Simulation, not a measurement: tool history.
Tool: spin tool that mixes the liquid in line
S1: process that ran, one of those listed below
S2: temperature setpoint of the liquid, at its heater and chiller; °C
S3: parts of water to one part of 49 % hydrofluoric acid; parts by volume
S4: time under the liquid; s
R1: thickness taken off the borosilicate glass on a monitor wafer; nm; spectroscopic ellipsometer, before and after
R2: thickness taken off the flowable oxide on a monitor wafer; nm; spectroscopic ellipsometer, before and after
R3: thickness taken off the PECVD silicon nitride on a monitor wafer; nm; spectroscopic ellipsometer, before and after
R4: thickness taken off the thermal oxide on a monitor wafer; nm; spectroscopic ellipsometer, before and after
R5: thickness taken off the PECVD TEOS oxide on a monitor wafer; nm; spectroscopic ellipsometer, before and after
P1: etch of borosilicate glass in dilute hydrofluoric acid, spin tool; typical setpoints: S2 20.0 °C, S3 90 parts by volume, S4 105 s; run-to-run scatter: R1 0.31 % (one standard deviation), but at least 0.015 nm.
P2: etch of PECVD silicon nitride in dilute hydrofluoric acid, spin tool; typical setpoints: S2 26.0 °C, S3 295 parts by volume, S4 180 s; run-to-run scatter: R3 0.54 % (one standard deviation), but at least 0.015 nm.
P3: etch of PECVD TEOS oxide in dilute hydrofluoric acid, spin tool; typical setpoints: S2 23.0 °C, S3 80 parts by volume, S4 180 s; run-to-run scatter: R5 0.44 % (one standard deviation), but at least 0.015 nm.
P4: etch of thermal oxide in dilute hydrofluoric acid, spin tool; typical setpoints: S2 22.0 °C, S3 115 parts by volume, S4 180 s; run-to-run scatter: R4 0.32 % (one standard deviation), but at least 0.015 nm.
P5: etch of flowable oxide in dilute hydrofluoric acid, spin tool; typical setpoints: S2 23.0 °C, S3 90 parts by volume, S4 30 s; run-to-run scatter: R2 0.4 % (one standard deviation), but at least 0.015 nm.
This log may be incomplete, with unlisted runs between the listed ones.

run	hour	S1	S2	S3	S4	R1	R2	R3	R4	R5
1	3.5	P1	20.0	90	105	22.259				
2	6.1	P1	20.0	125	105	15.549				
3	10.1	P5	23.0	20	30		64.898			
4	12.9	P1	17.0	35	105	53.845				
5	16.0	P5	23.0	90	30		13.224			
6	18.4	P2	31.5	295	180			5.2383		
7	21.7	P1	17.0	90	105	19.665				
8	24.4	P1	20.0	90	105	22.403				
9	27.8	P1	20.0	90	105	22.358				
10	32.0	P4	22.0	115	305				11.1260	
11	36.8	P3	23.0	80	50					6.3446
12	39.4	P1	20.0	90	50	10.641				
13	42.3	P4	26.0	115	180				7.6973	
14	46.9	P1	27.0	50	105	56.356				
15	49.9	P5	23.0	90	55		24.128			
16	53.9	P3	23.0	40	180					47.8690
17	56.5	P4	22.0	195	180				3.5322	
18	59.8	P1	20.0	90	200	42.634				
19	62.2	P2	26.0	135	180			8.4589		
20	64.6	P3	23.0	80	180					22.7440
21	69.1	P3	18.5	80	180					19.0430
22	71.8	P1	20.0	90	105	22.407				
23	74.8	P5	17.0	90	30		10.351			
# hour 76.3: hydrofluoric acid flow meter replaced
24	79.1	P2	26.0	295	180			3.8343		
25	83.6	P1	20.0	50	105	41.986				
26	87.3	P3	23.0	80	180					22.8940
27	90.5	P1	20.0	90	105	22.309				
28	92.8	P2	26.0	295	180			3.8079		
29	97.0	P2	26.0	295	305			6.4807		
30	99.6	P4	22.0	115	180				6.5924	
31	103.8	P1	26.5	90	105	28.957				
32	108.0	P5	23.0	90	30		13.210			
33	112.8	P1	20.0	140	200	26.053				
34	117.1	P1	20.0	90	105	22.364				
35	120.3	P1	20.0	90	105	22.940				
36	124.7	P1	20.0	90	105	23.371				
37	127.0	P1	20.0	90	105	23.550				
38	130.2	P1	20.0	90	105	23.636				
39	134.1	P1	20.0	90	105	23.690				
40	138.1	P1	20.0	90	105	23.908				
41	142.1	P1	20.0	90	105	23.615				
42	145.2	P1	20.0	90	105	23.843				

The log shows P1 creeping away from where it was. Any of the 2 causes listed here, at the size stated for it, fits the log just as well as the others:
A: hydrofluoric acid flow above the setpoint (%) = 6.03
B: liquid hotter than its thermometer reads (K) = 1.57
At approximately hour 117.1, the process output began to creep.

Of the 4 check runs below, each run on 2 wafers with the results averaged and each result still a question mark, which one would tell the listed causes apart?
check 1	148.3	P2	26.0	295	180			?		
check 2	148.3	P3	23.0	80	180					?
check 3	148.3	P4	22.0	115	180				?	
check 4	148.3	P5	23.0	90	30		?			

How each check would come out, cause by cause:
check	result	if A	if B
check 1	R3	4.0674	4.2106
check 2	R5	24.3240	24.3000
check 3	R4	7.0227	6.9958
check 4	R2	14.102	14.073
Distance between the nearest two causes, measured in the result of the check that separates them most: check 1 3.46 %; check 2 0.1 %; check 3 0.38 %; check 4 0.21 %
Only check 1 tells the causes apart: in the others they would give nearly the same result.

The results of check 1 are: R3 4.1036 nm. Based on these, which of the listed causes is it?

The cause is A: hydrofluoric acid flow above the setpoint (%).
